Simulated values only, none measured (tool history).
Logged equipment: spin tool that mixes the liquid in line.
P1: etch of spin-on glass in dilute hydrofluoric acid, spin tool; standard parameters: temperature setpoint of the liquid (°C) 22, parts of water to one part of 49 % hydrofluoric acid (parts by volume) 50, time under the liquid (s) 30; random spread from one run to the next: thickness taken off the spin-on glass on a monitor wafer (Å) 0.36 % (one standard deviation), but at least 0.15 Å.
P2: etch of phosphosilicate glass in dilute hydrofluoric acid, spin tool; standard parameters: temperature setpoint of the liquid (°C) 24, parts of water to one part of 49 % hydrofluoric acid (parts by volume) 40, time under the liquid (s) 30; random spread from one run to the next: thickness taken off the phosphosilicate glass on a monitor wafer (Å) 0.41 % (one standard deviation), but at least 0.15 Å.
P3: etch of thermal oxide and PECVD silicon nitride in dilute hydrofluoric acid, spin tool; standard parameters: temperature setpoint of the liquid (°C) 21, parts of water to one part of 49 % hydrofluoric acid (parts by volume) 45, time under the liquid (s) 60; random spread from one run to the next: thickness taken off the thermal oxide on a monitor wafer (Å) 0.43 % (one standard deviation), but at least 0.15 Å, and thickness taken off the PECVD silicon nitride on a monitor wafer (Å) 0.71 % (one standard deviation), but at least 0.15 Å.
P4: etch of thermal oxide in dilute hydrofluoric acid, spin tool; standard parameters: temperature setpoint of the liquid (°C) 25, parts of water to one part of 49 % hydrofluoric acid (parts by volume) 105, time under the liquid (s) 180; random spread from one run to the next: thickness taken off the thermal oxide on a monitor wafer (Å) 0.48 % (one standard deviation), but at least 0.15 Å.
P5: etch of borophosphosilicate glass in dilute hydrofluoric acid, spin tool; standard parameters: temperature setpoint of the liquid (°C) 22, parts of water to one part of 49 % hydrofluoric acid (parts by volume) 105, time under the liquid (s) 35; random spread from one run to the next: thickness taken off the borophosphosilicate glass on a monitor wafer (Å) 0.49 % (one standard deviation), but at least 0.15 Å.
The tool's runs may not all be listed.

run   hour  process that ran  temperature setpoint of the liquid (°C)  parts of water to one part of 49 % hydrofluoric acid (parts by volume)  time under the liquid (s)  hours since the thermometer was replaced  hours since the hydrofluoric acid flow meter was replaced  thickness taken off the spin-on glass on a monitor wafer (Å)  thickness taken off the thermal oxide on a monitor wafer (Å)  thickness taken off the PECVD silicon nitride on a monitor wafer (Å)  thickness taken off the phosphosilicate glass on a monitor wafer (Å)  thickness taken off the borophosphosilicate glass on a monitor wafer (Å)
  1   16.1                P1                                       22                                                                      50                         30                                     240.8                                                      129.8                                                        223.24
  2   25.5                P1                                       22                                                                      50                         30                                     250.2                                                      139.2                                                        223.13
  3   42.6                P1                                       22                                                                      50                         30                                     267.3                                                      156.3                                                        224.33
  4   52.2                P3                                       17                                                                      45                         60                                     276.9                                                      165.9                                                                                                                      55.115                                                                27.414
  5   65.7                P1                                       28                                                                      25                         30                                     290.4                                                      179.4                                                        598.61
      71.4  -- hydrofluoric acid flow meter replaced
  6   82.5                P2                                       24                                                                      60                         30                                     307.2                                                       11.2                                                                                                                                                                                                                                                                  976.71
  7   91.4                P1                                       17                                                                      50                         30                                     316.1                                                       20.1                                                        181.24
  8  107.4                P1                                       22                                                                      50                         30                                     332.1                                                       36.1                                                        224.49
  9  116.7                P3                                       21                                                                      20                         60                                     341.4                                                       45.4                                                                                                                      150.36                                                                79.127
 10  135.7                P1                                       27                                                                      50                         30                                     360.4                                                       64.4                                                        273.55
 11  148.3                P3                                       21                                                                      45                         60                                       373                                                         77                                                                                                                      65.317                                                                 35.83
 12  159.2                P4                                       25                                                                     145                        180                                     383.9                                                       87.9                                                                                                                      53.545
 13  175.1                P1                                       22                                                                      50                         30                                     399.8                                                      103.8                                                         225.6
 14  189.7                P5                                     29.5                                                                     105                         35                                     414.4                                                      118.4                                                                                                                                                                                                                                                                                                                                            112.16
 15  206.1                P2                                       24                                                                      40                         30                                     430.8                                                      134.8                                                                                                                                                                                                                                                                  1510.7
 16  216.8                P4                                       19                                                                     105                        180                                     441.5                                                      145.5                                                                                                                      60.968
 17  226.3                P3                                       21                                                                      45                        100                                       451                                                        155                                                                                                                      109.23                                                                58.834
 18  237.7                P1                                       22                                                                      50                         50                                     462.4                                                      166.4                                                        376.05
 19  253.2                P2                                       24                                                                      40                         15                                     477.9                                                      181.9                                                                                                                                                                                                                                                                  750.23
 20  261.7                P1                                     18.5                                                                      50                         55                                     486.4                                                      190.4                                                        354.34
 21    274                P1                                       22                                                                      20                         30                                     498.7                                                      202.7                                                        581.39
 22  284.5                P1                                       22                                                                      50                         15                                     509.2                                                      213.2                                                        111.82
 23  299.4                P2                                       24                                                                      40                         30                                     524.1                                                      228.1                                                                                                                                                                                                                                                                  1502.3

Expected results for the next run?
 24  315.5                P1                                       22                                                                      70                         30                                     540.2                                                      244.2                                                             ?

thickness taken off the spin-on glass on a monitor wafer (Å): 157.27

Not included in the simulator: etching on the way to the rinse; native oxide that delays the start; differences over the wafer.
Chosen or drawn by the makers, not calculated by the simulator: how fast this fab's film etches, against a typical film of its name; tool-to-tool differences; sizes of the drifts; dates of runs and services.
